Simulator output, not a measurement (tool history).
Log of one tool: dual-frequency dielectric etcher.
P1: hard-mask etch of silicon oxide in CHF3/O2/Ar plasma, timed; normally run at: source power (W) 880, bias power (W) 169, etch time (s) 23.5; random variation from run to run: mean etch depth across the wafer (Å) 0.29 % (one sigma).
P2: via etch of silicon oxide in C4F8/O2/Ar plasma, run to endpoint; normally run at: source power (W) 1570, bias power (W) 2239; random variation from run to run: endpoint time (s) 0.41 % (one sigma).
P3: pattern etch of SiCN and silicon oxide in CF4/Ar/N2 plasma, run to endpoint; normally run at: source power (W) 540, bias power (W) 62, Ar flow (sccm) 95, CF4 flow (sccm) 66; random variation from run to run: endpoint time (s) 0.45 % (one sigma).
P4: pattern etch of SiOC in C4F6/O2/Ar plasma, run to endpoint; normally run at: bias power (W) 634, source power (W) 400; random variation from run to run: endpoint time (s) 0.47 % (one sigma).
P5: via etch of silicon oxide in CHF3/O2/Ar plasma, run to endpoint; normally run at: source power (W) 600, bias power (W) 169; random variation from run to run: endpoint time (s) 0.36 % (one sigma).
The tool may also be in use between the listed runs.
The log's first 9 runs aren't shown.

run	hour	process that ran	source power (W)	bias power (W)	etch time (s)	Ar flow (sccm)	CF4 flow (sccm)	hours since the last wet clean	hours since the last source power generator calibration	hours since the last bias power generator calibration	mean etch depth across the wafer (Å)	endpoint time (s)
10	56.7	P1	530	169	23.5			287.4	2961.5	2810.6	434.65	
# hour 58.7: bias power generator calibrated
11	60	P4	400	448				290.7	2964.8	1.3		8.8568
12	65.4	P2	2190	2239				296.1	2970.2	6.7		235.95
13	71.4	P1	1070	169	23.5			302.1	2976.2	12.7	571.43	
14	78.2	P1	880	169	23.5			308.9	2983	19.5	529.14	
15	83.9	P1	590	217	23.5			314.6	2988.7	25.2	493.18	
16	88.1	P5	600	169				318.8	2992.9	29.4		305.27
17	91.8	P3	770	62		95	66	322.5	2996.6	33.1		6.8617

The next listed run, before its measurement:
18	96.8	P3	540	62		95	66	327.5	3001.6	38.1		?

Run 18 gave endpoint time (s) 9.383.

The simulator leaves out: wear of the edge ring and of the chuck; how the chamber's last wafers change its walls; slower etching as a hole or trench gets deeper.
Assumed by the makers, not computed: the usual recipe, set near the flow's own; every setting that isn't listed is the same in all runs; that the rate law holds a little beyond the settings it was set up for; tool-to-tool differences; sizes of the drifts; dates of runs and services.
